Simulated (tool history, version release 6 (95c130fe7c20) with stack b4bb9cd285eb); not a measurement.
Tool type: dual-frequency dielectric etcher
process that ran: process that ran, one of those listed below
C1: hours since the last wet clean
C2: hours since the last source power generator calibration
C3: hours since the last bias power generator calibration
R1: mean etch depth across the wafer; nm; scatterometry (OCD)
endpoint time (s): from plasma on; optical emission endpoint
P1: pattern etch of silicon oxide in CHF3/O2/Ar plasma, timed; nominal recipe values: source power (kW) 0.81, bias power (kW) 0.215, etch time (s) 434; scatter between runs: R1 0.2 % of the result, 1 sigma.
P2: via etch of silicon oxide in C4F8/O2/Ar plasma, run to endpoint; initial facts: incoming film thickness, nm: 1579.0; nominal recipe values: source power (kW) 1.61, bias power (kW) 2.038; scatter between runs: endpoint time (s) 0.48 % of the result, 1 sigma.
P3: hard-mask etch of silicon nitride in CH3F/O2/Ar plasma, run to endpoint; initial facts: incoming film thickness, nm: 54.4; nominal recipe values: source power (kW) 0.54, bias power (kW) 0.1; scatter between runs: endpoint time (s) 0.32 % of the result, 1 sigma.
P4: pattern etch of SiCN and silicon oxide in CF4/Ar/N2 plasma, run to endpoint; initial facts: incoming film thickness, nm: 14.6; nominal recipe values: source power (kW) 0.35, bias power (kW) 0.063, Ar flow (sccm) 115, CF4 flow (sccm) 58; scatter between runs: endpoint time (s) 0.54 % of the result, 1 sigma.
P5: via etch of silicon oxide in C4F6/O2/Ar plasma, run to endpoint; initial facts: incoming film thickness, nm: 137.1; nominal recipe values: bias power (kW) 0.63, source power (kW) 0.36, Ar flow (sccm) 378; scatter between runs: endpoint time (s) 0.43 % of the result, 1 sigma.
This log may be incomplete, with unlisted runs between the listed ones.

{"run": 1, "hour": 3.6, "process that ran": "P1", "source power (kW)": 0.81, "bias power (kW)": 0.215, "etch time (s)": 434, "C1": 49.8, "C2": 1973.9, "C3": 372.2, "R1": 988.37}
{"run": 2, "hour": 7.3, "process that ran": "P1", "source power (kW)": 0.81, "bias power (kW)": 0.215, "etch time (s)": 434, "C1": 53.5, "C2": 1977.6, "C3": 375.9, "R1": 990.35}
{"run": 3, "hour": 10.3, "process that ran": "P2", "source power (kW)": 1.61, "bias power (kW)": 1.319, "C1": 56.5, "C2": 1980.6, "C3": 378.9, "endpoint time (s)": 381.71}
{"run": 4, "hour": 13.3, "process that ran": "P4", "source power (kW)": 0.49, "bias power (kW)": 0.063, "Ar flow (sccm)": 115, "CF4 flow (sccm)": 58, "C1": 59.5, "C2": 1983.6, "C3": 381.9, "endpoint time (s)": 17.253}
{"run": 5, "hour": 16.3, "process that ran": "P2", "source power (kW)": 1.14, "bias power (kW)": 2.038, "C1": 62.5, "C2": 1986.6, "C3": 384.9, "endpoint time (s)": 388.86}
{"run": 6, "hour": 18.4, "process that ran": "P2", "source power (kW)": 1.61, "bias power (kW)": 2.038, "C1": 64.6, "C2": 1988.7, "C3": 387, "endpoint time (s)": 340.91}
{"run": 7, "hour": 22.5, "process that ran": "P4", "source power (kW)": 0.35, "bias power (kW)": 0.037, "Ar flow (sccm)": 115, "CF4 flow (sccm)": 58, "C1": 68.7, "C2": 1992.8, "C3": 391.1, "endpoint time (s)": 27.436}
{"run": 8, "hour": 25.2, "process that ran": "P5", "source power (kW)": 0.36, "bias power (kW)": 0.63, "Ar flow (sccm)": 378, "C1": 71.4, "C2": 1995.5, "C3": 393.8, "endpoint time (s)": 30.27}
{"run": 9, "hour": 29.5, "process that ran": "P3", "source power (kW)": 0.54, "bias power (kW)": 0.1, "C1": 75.7, "C2": 1999.8, "C3": 398.1, "endpoint time (s)": 62.676}
{"run": 10, "hour": 34.0, "process that ran": "P1", "source power (kW)": 0.81, "bias power (kW)": 0.268, "etch time (s)": 434, "C1": 80.2, "C2": 2004.3, "C3": 402.6, "R1": 1071.6}
{"run": 11, "hour": 38.0, "process that ran": "P1", "source power (kW)": 0.81, "bias power (kW)": 0.215, "etch time (s)": 286.5, "C1": 84.2, "C2": 2008.3, "C3": 406.6, "R1": 657.41}
{"run": 12, "hour": 40.6, "process that ran": "P4", "source power (kW)": 0.35, "bias power (kW)": 0.063, "Ar flow (sccm)": 115, "CF4 flow (sccm)": 79, "C1": 86.8, "C2": 2010.9, "C3": 409.2, "endpoint time (s)": 22.063}
{"run": 13, "hour": 43.2, "process that ran": "P1", "source power (kW)": 0.81, "bias power (kW)": 0.215, "etch time (s)": 434, "C1": 89.4, "C2": 2013.5, "C3": 411.8, "R1": 989.74}
{"run": 14, "hour": 45.5, "process that ran": "P5", "source power (kW)": 0.23, "bias power (kW)": 0.63, "Ar flow (sccm)": 378, "C1": 91.7, "C2": 2015.8, "C3": 414.1, "endpoint time (s)": 35.573}
{"run": 15, "hour": 48.1, "process that ran": "P1", "source power (kW)": 0.97, "bias power (kW)": 0.215, "etch time (s)": 434, "C1": 94.3, "C2": 2018.4, "C3": 416.7, "R1": 1058.9}
{"run": 16, "hour": 52.6, "process that ran": "P3", "source power (kW)": 0.54, "bias power (kW)": 0.059, "C1": 98.8, "C2": 2022.9, "C3": 421.2, "endpoint time (s)": 74.46}
{"run": 17, "hour": 56.3, "process that ran": "P3", "source power (kW)": 0.35, "bias power (kW)": 0.1, "C1": 102.5, "C2": 2026.6, "C3": 424.9, "endpoint time (s)": 73.27}
{"run": 18, "hour": 58.8, "process that ran": "P4", "source power (kW)": 0.35, "bias power (kW)": 0.063, "Ar flow (sccm)": 115, "CF4 flow (sccm)": 58, "C1": 105, "C2": 2029.1, "C3": 427.4, "endpoint time (s)": 22.98}
{"run": 19, "hour": 62.1, "process that ran": "P4", "source power (kW)": 0.35, "bias power (kW)": 0.063, "Ar flow (sccm)": 76, "CF4 flow (sccm)": 58, "C1": 108.3, "C2": 2032.4, "C3": 430.7, "endpoint time (s)": 21.583}
{"run": 20, "hour": 65.5, "process that ran": "P5", "source power (kW)": 0.36, "bias power (kW)": 0.438, "Ar flow (sccm)": 378, "C1": 111.7, "C2": 2035.8, "C3": 434.1, "endpoint time (s)": 34.542}
{"run": 21, "hour": 67.6, "process that ran": "P1", "source power (kW)": 0.81, "bias power (kW)": 0.215, "etch time (s)": 434, "C1": 113.8, "C2": 2037.9, "C3": 436.2, "R1": 990.98}
{"run": 22, "hour": 70.6, "process that ran": "P1", "source power (kW)": 0.81, "bias power (kW)": 0.215, "etch time (s)": 434, "C1": 116.8, "C2": 2040.9, "C3": 439.2, "R1": 989.72}
{"run": 23, "hour": 73.8, "process that ran": "P5", "source power (kW)": 0.36, "bias power (kW)": 0.63, "Ar flow (sccm)": 227, "C1": 120, "C2": 2044.1, "C3": 442.4, "endpoint time (s)": 28.562}
{"run": 24, "hour": 76.4, "process that ran": "P1", "source power (kW)": 0.81, "bias power (kW)": 0.215, "etch time (s)": 569.5, "C1": 122.6, "C2": 2046.7, "C3": 445, "R1": 1297.9}
{"run": 25, "hour": 80.6, "process that ran": "P3", "source power (kW)": 0.54, "bias power (kW)": 0.1, "C1": 126.8, "C2": 2050.9, "C3": 449.2, "endpoint time (s)": 62.283}
{"run": 26, "hour": 84.2, "process that ran": "P1", "source power (kW)": 0.81, "bias power (kW)": 0.162, "etch time (s)": 434, "C1": 130.4, "C2": 2054.5, "C3": 452.8, "R1": 901.43}
{"run": 27, "hour": 88.7, "process that ran": "P4", "source power (kW)": 0.35, "bias power (kW)": 0.063, "Ar flow (sccm)": 115, "CF4 flow (sccm)": 58, "C1": 134.9, "C2": 2059, "C3": 457.3, "endpoint time (s)": 23.113}
{"run": 28, "hour": 91.3, "process that ran": "P1", "source power (kW)": 0.58, "bias power (kW)": 0.289, "etch time (s)": 434, "C1": 137.5, "C2": 2061.6, "C3": 459.9, "R1": 970.12}
{"run": 29, "hour": 94.8, "process that ran": "P1", "source power (kW)": 0.61, "bias power (kW)": 0.215, "etch time (s)": 434, "C1": 141, "C2": 2065.1, "C3": 463.4, "R1": 891.33}
{"run": 30, "hour": 99.0, "process that ran": "P1", "source power (kW)": 0.81, "bias power (kW)": 0.215, "etch time (s)": 434, "C1": 145.2, "C2": 2069.3, "C3": 467.6, "R1": 987.85}
{"run": 31, "hour": 102.9, "process that ran": "P1", "source power (kW)": 0.81, "bias power (kW)": 0.215, "etch time (s)": 434, "C1": 149.1, "C2": 2073.2, "C3": 471.5, "R1": 997.5}
{"run": 32, "hour": 106.2, "process that ran": "P1", "source power (kW)": 0.81, "bias power (kW)": 0.215, "etch time (s)": 434, "C1": 152.4, "C2": 2076.5, "C3": 474.8, "R1": 999.53}
{"run": 33, "hour": 109.8, "process that ran": "P1", "source power (kW)": 0.81, "bias power (kW)": 0.215, "etch time (s)": 434, "C1": 156, "C2": 2080.1, "C3": 478.4, "R1": 1003.9}
{"hour": 111.6, "done": "wet clean of the chamber"}
{"run": 34, "hour": 112.3, "process that ran": "P1", "source power (kW)": 0.81, "bias power (kW)": 0.215, "etch time (s)": 434, "C1": 0.8, "C2": 2082.6, "C3": 480.9, "R1": 1004.5}
{"run": 35, "hour": 115.2, "process that ran": "P1", "source power (kW)": 0.81, "bias power (kW)": 0.215, "etch time (s)": 434, "C1": 3.7, "C2": 2085.5, "C3": 483.8, "R1": 1002.6}
{"run": 36, "hour": 117.2, "process that ran": "P1", "source power (kW)": 0.81, "bias power (kW)": 0.215, "etch time (s)": 434, "C1": 5.7, "C2": 2087.5, "C3": 485.8, "R1": 1001.7}
{"run": 37, "hour": 121.5, "process that ran": "P1", "source power (kW)": 0.81, "bias power (kW)": 0.215, "etch time (s)": 434, "C1": 10, "C2": 2091.8, "C3": 490.1, "R1": 1005.6}
{"run": 38, "hour": 124.0, "process that ran": "P1", "source power (kW)": 0.81, "bias power (kW)": 0.215, "etch time (s)": 434, "C1": 12.5, "C2": 2094.3, "C3": 492.6, "R1": 1004.1}
{"run": 39, "hour": 126.2, "process that ran": "P1", "source power (kW)": 0.81, "bias power (kW)": 0.215, "etch time (s)": 434, "C1": 14.7, "C2": 2096.5, "C3": 494.8, "R1": 1002.9}

Compared with where it was, what P1 gives has crept away. Each cause listed below fits the log as well as the rest, at the size given for it:
A: source power that arrives over what is set, % = 4.13
B: bias power that arrives over what is set, % = 4.61
The onset of the drift is placed at about hour 99.
Each remaining cause and why it is not a fit:
chamber walls in a state that raises the etch rate, %: was serviced at hour 111.6, once the creep was under way, yet the earlier output never came back

Below are 4 check runs, each averaged over 5 wafers, with their results shown as question marks. Which of them would give clearly different results depending on which cause is behind the drift?
{"run": "check 1", "hour": 128.4, "process that ran": "P2", "source power (kW)": 1.61, "bias power (kW)": 1.624, "endpoint time (s)": "?"}
{"run": "check 2", "hour": 128.4, "process that ran": "P5", "source power (kW)": 0.36, "bias power (kW)": 0.534, "Ar flow (sccm)": 378, "endpoint time (s)": "?"}
{"run": "check 3", "hour": 128.4, "process that ran": "P4", "source power (kW)": 0.49, "bias power (kW)": 0.063, "Ar flow (sccm)": 115, "CF4 flow (sccm)": 58, "endpoint time (s)": "?"}
{"run": "check 4", "hour": 128.4, "process that ran": "P3", "source power (kW)": 0.54, "bias power (kW)": 0.063, "endpoint time (s)": "?"}

Outcome of each check run for each possible cause:
check=check_1 result=endpoint_time_(s) if_A=354.37 if_B=355.69
check=check_2 result=endpoint_time_(s) if_A=31.702 if_B=31.629
check=check_3 result=endpoint_time_(s) if_A=16.52 if_B=16.855
check=check_4 result=endpoint_time_(s) if_A=71.947 if_B=72.015
Per check, the gap between the least separated pair of causes, taken in the result that splits them most: check 1 0.37 %; check 2 0.23 %; check 3 2.01 %; check 4 0.09 %
Check 3 is the one run that separates the causes; every other check would come out nearly the same whichever cause is at work.

After running check 3, the following was obtained: endpoint time (s) 16.87. Which cause does this point to?

It is B: bias power that arrives over what is set, %.
